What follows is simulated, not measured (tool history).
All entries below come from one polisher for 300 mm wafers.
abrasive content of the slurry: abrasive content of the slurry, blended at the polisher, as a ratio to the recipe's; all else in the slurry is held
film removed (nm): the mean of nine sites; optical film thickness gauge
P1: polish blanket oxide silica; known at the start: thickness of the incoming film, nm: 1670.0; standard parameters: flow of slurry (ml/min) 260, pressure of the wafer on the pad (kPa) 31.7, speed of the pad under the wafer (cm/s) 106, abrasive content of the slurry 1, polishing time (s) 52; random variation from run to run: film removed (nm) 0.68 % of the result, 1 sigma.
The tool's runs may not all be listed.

run    day  flow of slurry (ml/min)  pressure of the wafer on the pad (kPa)  speed of the pad under the wafer (cm/s)  abrasive content of the slurry  polishing time (s)  film removed (nm)
  1  0.246                      260                                    31.7                                      106                               1                  52             197.49
     0.417  -- head pressure recalibrated
  2  0.421                      260                                    18.6                                      106                               1                  52             115.26
  3  0.567                      260                                    31.7                                      106                               1                  52             197.21
  4  0.829                      325                                    31.7                                      106                               1                  52             206.22
  5  1.046                      260                                    31.7                                      106                               1                  23             86.856
  6  1.242                      155                                    31.7                                      106                               1                  52             186.67
  7  1.388                      155                                    31.7                                      106                               1                  33             117.48
  8  1.529                      260                                    31.7                                      106                               1                  67             256.89
  9  1.654                      260                                    31.7                                      106                            1.25                  52             218.19
 10  1.867                      260                                    31.7                                      106                             0.5                  52             135.51
 11  1.983                      260                                    31.7                                      106                               1                  52              199.7
 12  2.233                      260                                    49.6                                      106                               1                  52             309.01
 13  2.492                      260                                    31.7                                      106                               1                  52             197.58
     2.588  -- slurry nozzle cleaned
 14  2.696                      260                                    31.7                                       50                               1                  52             108.36
 15  2.842                      260                                    31.7                                      138                               1                  52             243.19
 16  3.096                      260                                    31.7                                      106                               1                  52             196.69
 17  3.283                      260                                    31.7                                      106                               1                  52              199.1
 18  3.508                      260                                    31.7                                      106                               1                  52              185.1

Run 19 comes next. What will it give?
 19  3.746                      260                                    31.7                                      106                               1                  52                  ?

film removed (nm): 178.3
